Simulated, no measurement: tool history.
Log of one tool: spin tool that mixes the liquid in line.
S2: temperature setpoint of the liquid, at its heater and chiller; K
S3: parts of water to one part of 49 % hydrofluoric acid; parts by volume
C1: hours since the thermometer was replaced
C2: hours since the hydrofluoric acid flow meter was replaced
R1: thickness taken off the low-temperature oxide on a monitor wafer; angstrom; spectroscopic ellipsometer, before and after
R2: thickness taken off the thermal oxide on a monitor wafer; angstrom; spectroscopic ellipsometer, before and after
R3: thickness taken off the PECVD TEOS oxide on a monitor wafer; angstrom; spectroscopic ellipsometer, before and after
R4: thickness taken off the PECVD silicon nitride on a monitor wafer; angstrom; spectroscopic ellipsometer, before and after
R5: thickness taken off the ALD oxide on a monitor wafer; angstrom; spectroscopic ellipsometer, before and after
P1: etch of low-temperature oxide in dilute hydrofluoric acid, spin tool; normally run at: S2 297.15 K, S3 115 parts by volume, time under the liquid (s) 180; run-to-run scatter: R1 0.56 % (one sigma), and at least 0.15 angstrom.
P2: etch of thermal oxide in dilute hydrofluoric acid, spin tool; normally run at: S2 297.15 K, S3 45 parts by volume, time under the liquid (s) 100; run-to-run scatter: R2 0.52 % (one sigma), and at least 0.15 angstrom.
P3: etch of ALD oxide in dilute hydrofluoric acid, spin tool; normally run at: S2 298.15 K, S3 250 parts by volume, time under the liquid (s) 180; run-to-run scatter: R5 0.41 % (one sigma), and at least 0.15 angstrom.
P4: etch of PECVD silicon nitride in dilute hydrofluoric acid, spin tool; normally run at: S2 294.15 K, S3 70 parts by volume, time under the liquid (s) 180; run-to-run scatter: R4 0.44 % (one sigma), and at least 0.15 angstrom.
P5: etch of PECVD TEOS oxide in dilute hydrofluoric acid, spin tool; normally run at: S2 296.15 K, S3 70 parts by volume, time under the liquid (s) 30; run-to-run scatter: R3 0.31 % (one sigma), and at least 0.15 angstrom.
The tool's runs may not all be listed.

Run 1, day 0.150: process that ran P1, S2 297.15 K, S3 115 parts by volume, time under the liquid (s) 180; C1 1510.1; C2 1320.5. Result: R1 244.380 angstrom.
Run 2, day 0.279: process that ran P1, S2 302.65 K, S3 115 parts by volume, time under the liquid (s) 180; C1 1513.2; C2 1323.6. Result: R1 306.300 angstrom.
Run 3, day 0.400: process that ran P2, S2 297.15 K, S3 45 parts by volume, time under the liquid (s) 55; C1 1516.1; C2 1326.5. Result: R2 62.321 angstrom.
Run 4, day 0.512: process that ran P5, S2 296.15 K, S3 70 parts by volume, time under the liquid (s) 30; C1 1518.8; C2 1329.2. Result: R3 100.880 angstrom.
Run 5, day 0.646: process that ran P1, S2 297.15 K, S3 115 parts by volume, time under the liquid (s) 300; C1 1522.0; C2 1332.4. Result: R1 407.700 angstrom.
Run 6, day 0.808: process that ran P4, S2 294.15 K, S3 70 parts by volume, time under the liquid (s) 365; C1 1525.9; C2 1336.3. Result: R4 118.450 angstrom.
Run 7, day 0.967: process that ran P2, S2 297.15 K, S3 75 parts by volume, time under the liquid (s) 100; C1 1529.7; C2 1340.1. Result: R2 65.374 angstrom.
Run 8, day 1.138: process that ran P1, S2 297.15 K, S3 115 parts by volume, time under the liquid (s) 180; C1 1533.8; C2 1344.2. Result: R1 244.420 angstrom.
Run 9, day 1.317: process that ran P2, S2 305.15 K, S3 45 parts by volume, time under the liquid (s) 100; C1 1538.1; C2 1348.5. Result: R2 155.020 angstrom.
Run 10, day 1.400: process that ran P1, S2 292.65 K, S3 170 parts by volume, time under the liquid (s) 180; C1 1540.1; C2 1350.5. Result: R1 130.820 angstrom.
Run 11, day 1.496: process that ran P5, S2 296.15 K, S3 70 parts by volume, time under the liquid (s) 60; C1 1542.4; C2 1352.8. Result: R3 201.510 angstrom.
Run 12, day 1.592: process that ran P4, S2 301.15 K, S3 70 parts by volume, time under the liquid (s) 180; C1 1544.7; C2 1355.1. Result: R4 92.993 angstrom.
Run 13, day 1.775: process that ran P1, S2 297.15 K, S3 115 parts by volume, time under the liquid (s) 45; C1 1549.1; C2 1359.5. Result: R1 61.272 angstrom.
Run 14, day 1.900: process that ran P5, S2 302.15 K, S3 70 parts by volume, time under the liquid (s) 30; C1 1552.1; C2 1362.5. Result: R3 128.240 angstrom.
Run 15, day 2.071: process that ran P1, S2 297.15 K, S3 115 parts by volume, time under the liquid (s) 180; C1 1556.2; C2 1366.6. Result: R1 245.340 angstrom.
At day 2.075: thermometer replaced.
Run 16, day 2.208: process that ran P1, S2 292.15 K, S3 115 parts by volume, time under the liquid (s) 180; C1 3.3; C2 1369.9. Result: R1 201.390 angstrom.
Run 17, day 2.308: process that ran P3, S2 298.15 K, S3 250 parts by volume, time under the liquid (s) 180; C1 5.7; C2 1372.3. Result: R5 119.840 angstrom.
Run 18, day 2.450: process that ran P4, S2 294.15 K, S3 35 parts by volume, time under the liquid (s) 180; C1 9.1; C2 1375.7. Result: R4 114.560 angstrom.
Run 19, day 2.542: process that ran P1, S2 297.15 K, S3 200 parts by volume, time under the liquid (s) 180; C1 11.3; C2 1377.9. Result: R1 129.040 angstrom.
Run 20, day 2.671: process that ran P5, S2 296.15 K, S3 105 parts by volume, time under the liquid (s) 30; C1 14.4; C2 1381.0. Result: R3 64.628 angstrom.
Run 21, day 2.796: process that ran P4, S2 294.15 K, S3 70 parts by volume, time under the liquid (s) 180; C1 17.4; C2 1384.0. Result: R4 58.172 angstrom.
Run 22, day 2.908: process that ran P3, S2 298.15 K, S3 250 parts by volume, time under the liquid (s) 260; C1 20.1; C2 1386.7. Result: R5 174.010 angstrom.
Run 23, day 2.988: process that ran P2, S2 297.15 K, S3 45 parts by volume, time under the liquid (s) 100; C1 22.0; C2 1388.6. Result: R2 113.200 angstrom.
Run 24, day 3.158: process that ran P1, S2 297.15 K, S3 115 parts by volume, time under the liquid (s) 180; C1 26.1; C2 1392.7. Result: R1 243.660 angstrom.
Run 25, day 3.275: process that ran P3, S2 298.15 K, S3 250 parts by volume, time under the liquid (s) 180; C1 28.9; C2 1395.5. Result: R5 121.320 angstrom.
Run 26, day 3.392: process that ran P3, S2 298.15 K, S3 160 parts by volume, time under the liquid (s) 180; C1 31.7; C2 1398.3. Result: R5 207.700 angstrom.
Run 27, day 3.571: process that ran P2, S2 297.15 K, S3 45 parts by volume, time under the liquid (s) 100; C1 36.0; C2 1402.6. Result: R2 113.050 angstrom.
Run 28, day 3.712: process that ran P3, S2 291.15 K, S3 250 parts by volume, time under the liquid (s) 180; C1 39.4; C2 1406.0. Result: R5 92.894 angstrom.
Run 29, day 3.817: process that ran P1, S2 297.15 K, S3 45 parts by volume, time under the liquid (s) 180; C1 41.9; C2 1408.5. Result: R1 686.730 angstrom.
Run 30, day 3.938: process that ran P1, S2 297.15 K, S3 115 parts by volume, time under the liquid (s) 180; C1 44.8; C2 1411.4. Result: R1 245.470 angstrom.
Run 31, day 4.112: process that ran P1, S2 297.15 K, S3 115 parts by volume, time under the liquid (s) 180; C1 49.0; C2 1415.6. Result: R1 258.720 angstrom.
Run 32, day 4.275: process that ran P1, S2 297.15 K, S3 115 parts by volume, time under the liquid (s) 180; C1 52.9; C2 1419.5. Result: R1 262.040 angstrom.
Run 33, day 4.383: process that ran P1, S2 297.15 K, S3 115 parts by volume, time under the liquid (s) 180; C1 55.5; C2 1422.1. Result: R1 268.000 angstrom.
Run 34, day 4.462: process that ran P1, S2 297.15 K, S3 115 parts by volume, time under the liquid (s) 180; C1 57.4; C2 1424.0. Result: R1 264.180 angstrom.
Run 35, day 4.621: process that ran P1, S2 297.15 K, S3 115 parts by volume, time under the liquid (s) 180; C1 61.2; C2 1427.8. Result: R1 265.630 angstrom.
Run 36, day 4.771: process that ran P1, S2 297.15 K, S3 115 parts by volume, time under the liquid (s) 180; C1 64.8; C2 1431.4. Result: R1 269.210 angstrom.
Run 37, day 4.850: process that ran P1, S2 297.15 K, S3 115 parts by volume, time under the liquid (s) 180; C1 66.7; C2 1433.3. Result: R1 269.170 angstrom.

What P1 gives has crept away from where it was. These 2 causes fit the log equally well, each at the size given:
A: liquid hotter than its thermometer reads (K) = 2.23
B: hydrofluoric acid flow above the setpoint (%) = 7.91
The creep began at about day 3.938.

4 check runs are offered, one wafer each, their results left as question marks. Which one tells the causes apart?
Run check 1, day 4.929: process that ran P3, S2 292.15 K, S3 250 parts by volume, time under the liquid (s) 180. Result: R5 ?.
Run check 2, day 4.929: process that ran P2, S2 304.15 K, S3 45 parts by volume, time under the liquid (s) 100. Result: R2 ?.
Run check 3, day 4.929: process that ran P5, S2 296.15 K, S3 90 parts by volume, time under the liquid (s) 30. Result: R3 ?.
Run check 4, day 4.929: process that ran P4, S2 294.15 K, S3 35 parts by volume, time under the liquid (s) 310. Result: R4 ?.

What each check would give under each cause:
  check  result     if A     if B
check 1      R5  105.200  106.200
check 2      R2  163.340  162.510
check 3      R3   83.743   83.353
check 4      R4  229.980  212.320
How far apart the two closest causes lie, in the result that separates them most: check 1 0.95 %; check 2 0.51 %; check 3 0.47 %; check 4 7.99 %
Only check 4 tells the causes apart: in the others they would give nearly the same result.

Then check 4 was run and gave: R4 228.610 angstrom. Which cause is it?

It is A: liquid hotter than its thermometer reads (K).

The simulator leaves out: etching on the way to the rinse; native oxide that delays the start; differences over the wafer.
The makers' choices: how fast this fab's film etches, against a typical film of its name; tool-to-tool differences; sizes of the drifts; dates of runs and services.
